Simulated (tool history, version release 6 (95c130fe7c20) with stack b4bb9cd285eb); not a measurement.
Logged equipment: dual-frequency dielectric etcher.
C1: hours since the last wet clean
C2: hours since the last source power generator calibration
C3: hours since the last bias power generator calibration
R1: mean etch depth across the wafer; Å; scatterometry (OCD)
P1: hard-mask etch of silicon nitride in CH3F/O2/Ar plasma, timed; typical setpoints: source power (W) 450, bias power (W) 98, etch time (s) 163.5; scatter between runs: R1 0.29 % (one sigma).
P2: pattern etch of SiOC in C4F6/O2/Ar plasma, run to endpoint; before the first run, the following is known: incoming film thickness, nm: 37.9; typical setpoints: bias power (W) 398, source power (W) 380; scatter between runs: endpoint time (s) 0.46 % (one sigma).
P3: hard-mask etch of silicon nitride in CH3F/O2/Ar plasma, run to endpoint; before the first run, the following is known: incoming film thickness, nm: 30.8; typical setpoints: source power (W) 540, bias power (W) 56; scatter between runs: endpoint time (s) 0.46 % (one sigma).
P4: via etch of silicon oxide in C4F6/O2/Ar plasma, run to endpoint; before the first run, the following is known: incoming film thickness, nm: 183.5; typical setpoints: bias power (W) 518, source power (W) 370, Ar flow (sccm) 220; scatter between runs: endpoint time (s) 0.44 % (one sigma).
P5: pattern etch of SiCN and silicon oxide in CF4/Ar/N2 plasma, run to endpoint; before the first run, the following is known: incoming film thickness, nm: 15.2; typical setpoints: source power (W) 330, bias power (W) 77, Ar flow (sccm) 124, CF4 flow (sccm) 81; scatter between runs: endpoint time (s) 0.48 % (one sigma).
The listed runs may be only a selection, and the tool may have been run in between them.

run 1 hour=12.3 | process_that_ran=P1 source_power_(W)=450 bias_power_(W)=98 etch_time_(s)=163.5 | C1=284.3 C2=675.5 C3=641.2 | R1=1330.7
run 2 hour=21.6 | process_that_ran=P4 source_power_(W)=370 bias_power_(W)=518 Ar_flow_(sccm)=220 | C1=293.6 C2=684.8 C3=650.5 | endpoint_time_(s)=38.552
run 3 hour=33.2 | process_that_ran=P5 source_power_(W)=330 bias_power_(W)=54 Ar_flow_(sccm)=124 CF4_flow_(sccm)=81 | C1=305.2 C2=696.4 C3=662.1 | endpoint_time_(s)=26.184
run 4 hour=41.6 | process_that_ran=P3 source_power_(W)=700 bias_power_(W)=56 | C1=313.6 C2=704.8 C3=670.5 | endpoint_time_(s)=40.062
run 5 hour=49.2 | process_that_ran=P1 source_power_(W)=450 bias_power_(W)=98 etch_time_(s)=163.5 | C1=321.2 C2=712.4 C3=678.1 | R1=1336.4
run 6 hour=61.0 | process_that_ran=P4 source_power_(W)=370 bias_power_(W)=518 Ar_flow_(sccm)=139 | C1=333.0 C2=724.2 C3=689.9 | endpoint_time_(s)=36.914
run 7 hour=72.7 | process_that_ran=P1 source_power_(W)=450 bias_power_(W)=98 etch_time_(s)=106.5 | C1=344.7 C2=735.9 C3=701.6 | R1=869.1
run 8 hour=81.6 | process_that_ran=P5 source_power_(W)=330 bias_power_(W)=77 Ar_flow_(sccm)=124 CF4_flow_(sccm)=81 | C1=353.6 C2=744.8 C3=710.5 | endpoint_time_(s)=23.338
run 9 hour=92.9 | process_that_ran=P5 source_power_(W)=330 bias_power_(W)=77 Ar_flow_(sccm)=101 CF4_flow_(sccm)=81 | C1=364.9 C2=756.1 C3=721.8 | endpoint_time_(s)=22.703
run 10 hour=100.3 | process_that_ran=P1 source_power_(W)=450 bias_power_(W)=98 etch_time_(s)=163.5 | C1=372.3 C2=763.5 C3=729.2 | R1=1331.0
run 11 hour=112.0 | process_that_ran=P1 source_power_(W)=450 bias_power_(W)=98 etch_time_(s)=163.5 | C1=384.0 C2=775.2 C3=740.9 | R1=1328.1
run 12 hour=125.1 | process_that_ran=P1 source_power_(W)=610 bias_power_(W)=98 etch_time_(s)=163.5 | C1=397.1 C2=788.3 C3=754.0 | R1=1494.5
run 13 hour=135.0 | process_that_ran=P3 source_power_(W)=540 bias_power_(W)=79 | C1=407.0 C2=798.2 C3=763.9 | endpoint_time_(s)=39.192
run 14 hour=148.6 | process_that_ran=P1 source_power_(W)=450 bias_power_(W)=98 etch_time_(s)=231.0 | C1=420.6 C2=811.8 C3=777.5 | R1=1888.5
run 15 hour=158.4 | process_that_ran=P1 source_power_(W)=450 bias_power_(W)=78 etch_time_(s)=163.5 | C1=430.4 C2=821.6 C3=787.3 | R1=1228.1
run 16 hour=168.4 | process_that_ran=P3 source_power_(W)=540 bias_power_(W)=56 | C1=440.4 C2=831.6 C3=797.3 | endpoint_time_(s)=43.663
run 17 hour=180.7 | process_that_ran=P4 source_power_(W)=370 bias_power_(W)=374 Ar_flow_(sccm)=220 | C1=452.7 C2=843.9 C3=809.6 | endpoint_time_(s)=43.757
run 18 hour=195.9 | process_that_ran=P1 source_power_(W)=450 bias_power_(W)=137 etch_time_(s)=163.5 | C1=467.9 C2=859.1 C3=824.8 | R1=1507.4
run 19 hour=203.3 | process_that_ran=P2 source_power_(W)=380 bias_power_(W)=541 | C1=475.3 C2=866.5 C3=832.2 | endpoint_time_(s)=12.364
run 20 hour=216.5 | process_that_ran=P1 source_power_(W)=370 bias_power_(W)=72 etch_time_(s)=163.5 | C1=488.5 C2=879.7 C3=845.4 | R1=1113.8
run 21 hour=225.4 | process_that_ran=P2 source_power_(W)=380 bias_power_(W)=398 | C1=497.4 C2=888.6 C3=854.3 | endpoint_time_(s)=13.992
run 22 hour=236.7 | process_that_ran=P1 source_power_(W)=310 bias_power_(W)=98 etch_time_(s)=163.5 | C1=508.7 C2=899.9 C3=865.6 | R1=1156.8
-- hour=241.7 bias power generator calibrated
run 23 hour=251.8 | process_that_ran=P4 source_power_(W)=470 bias_power_(W)=518 Ar_flow_(sccm)=220 | C1=523.8 C2=915.0 C3=10.2 | endpoint_time_(s)=35.529
run 24 hour=261.9 | process_that_ran=P1 source_power_(W)=450 bias_power_(W)=98 etch_time_(s)=163.5 | C1=533.9 C2=925.1 C3=20.3 | R1=1334.9
run 25 hour=271.0 | process_that_ran=P5 source_power_(W)=330 bias_power_(W)=77 Ar_flow_(sccm)=124 CF4_flow_(sccm)=107 | C1=543.0 C2=934.2 C3=29.4 | endpoint_time_(s)=22.483
run 26 hour=282.9 | process_that_ran=P5 source_power_(W)=230 bias_power_(W)=77 Ar_flow_(sccm)=124 CF4_flow_(sccm)=81 | C1=554.9 C2=946.1 C3=41.3 | endpoint_time_(s)=31.692
run 27 hour=297.1 | process_that_ran=P1 source_power_(W)=450 bias_power_(W)=98 etch_time_(s)=163.5 | C1=569.1 C2=960.3 C3=55.5 | R1=1328.8
run 28 hour=311.9 | process_that_ran=P2 source_power_(W)=240 bias_power_(W)=398 | C1=583.9 C2=975.1 C3=70.3 | endpoint_time_(s)=16.575
run 29 hour=322.6 | process_that_ran=P1 source_power_(W)=280 bias_power_(W)=63 etch_time_(s)=163.5 | C1=594.6 C2=985.8 C3=81.0 | R1=955.3
run 30 hour=331.7 | process_that_ran=P1 source_power_(W)=450 bias_power_(W)=98 etch_time_(s)=163.5 | C1=603.7 C2=994.9 C3=90.1 | R1=1333.9
run 31 hour=344.2 | process_that_ran=P1 source_power_(W)=450 bias_power_(W)=98 etch_time_(s)=163.5 | C1=616.2 C2=1007.4 C3=102.6 | R1=1325.4
run 32 hour=352.0 | process_that_ran=P1 source_power_(W)=450 bias_power_(W)=98 etch_time_(s)=163.5 | C1=624.0 C2=1015.2 C3=110.4 | R1=1318.9
run 33 hour=364.8 | process_that_ran=P1 source_power_(W)=450 bias_power_(W)=98 etch_time_(s)=163.5 | C1=636.8 C2=1028.0 C3=123.2 | R1=1316.7
run 34 hour=377.6 | process_that_ran=P1 source_power_(W)=450 bias_power_(W)=98 etch_time_(s)=163.5 | C1=649.6 C2=1040.8 C3=136.0 | R1=1320.2
-- hour=382.5 wet clean of the chamber
run 35 hour=385.5 | process_that_ran=P1 source_power_(W)=450 bias_power_(W)=98 etch_time_(s)=163.5 | C1=3.0 C2=1048.7 C3=143.9 | R1=1310.8
run 36 hour=399.5 | process_that_ran=P1 source_power_(W)=450 bias_power_(W)=98 etch_time_(s)=163.5 | C1=17.0 C2=1062.7 C3=157.9 | R1=1318.7
run 37 hour=411.4 | process_that_ran=P1 source_power_(W)=450 bias_power_(W)=98 etch_time_(s)=163.5 | C1=28.9 C2=1074.6 C3=169.8 | R1=1314.1
run 38 hour=420.8 | process_that_ran=P1 source_power_(W)=450 bias_power_(W)=98 etch_time_(s)=163.5 | C1=38.3 C2=1084.0 C3=179.2 | R1=1306.0
run 39 hour=430.1 | process_that_ran=P1 source_power_(W)=450 bias_power_(W)=98 etch_time_(s)=163.5 | C1=47.6 C2=1093.3 C3=188.5 | R1=1313.6
run 40 hour=444.8 | process_that_ran=P1 source_power_(W)=450 bias_power_(W)=98 etch_time_(s)=163.5 | C1=62.3 C2=1108.0 C3=203.2 | R1=1316.4

What P1 gives has crept off from where it sat before. The 2 causes that follow fit the log equally well, each at the size noted:
A: source power that arrives under what is set, % = 3.87
B: bias power that arrives under what is set, % = 3.99
The process output started creeping at around hour 331.7.
Excluded causes, each with its reason:
chamber walls in a state that lowers the etch rate, %: its service at hour 382.5 followed the start of the drift and did not put the process back to its old value

Which of the 4 check runs listed below, each an average over 3 wafers with its results shown as question marks, gives clearly different results under the different listed causes?
run check 1 hour=459.5 | process_that_ran=P5 source_power_(W)=330 bias_power_(W)=77 Ar_flow_(sccm)=124 CF4_flow_(sccm)=81 | endpoint_time_(s)=?
run check 2 hour=459.5 | process_that_ran=P4 source_power_(W)=370 bias_power_(W)=518 Ar_flow_(sccm)=220 | endpoint_time_(s)=?
run check 3 hour=459.5 | process_that_ran=P3 source_power_(W)=540 bias_power_(W)=56 | endpoint_time_(s)=?
run check 4 hour=459.5 | process_that_ran=P2 source_power_(W)=380 bias_power_(W)=398 | endpoint_time_(s)=?

What each check would give under each cause:
check=check_1 result=endpoint_time_(s) if_A=24.143 if_B=23.658
check=check_2 result=endpoint_time_(s) if_A=39.290 if_B=39.321
check=check_3 result=endpoint_time_(s) if_A=44.592 if_B=44.474
check=check_4 result=endpoint_time_(s) if_A=14.141 if_B=14.141
Smallest distance between any two causes, each pair judged by its most separating result, in per cent: check 1 2.03 %; check 2 0.08 %; check 3 0.26 %; check 4 0 %
Of the check runs offered, only check 1 discriminates between the causes; the rest would read about the same regardless of which cause applies.

With check 1 done, the readings were: endpoint time (s) 24.148. Identify which of the listed causes applies.

It is A: source power that arrives under what is set, %.
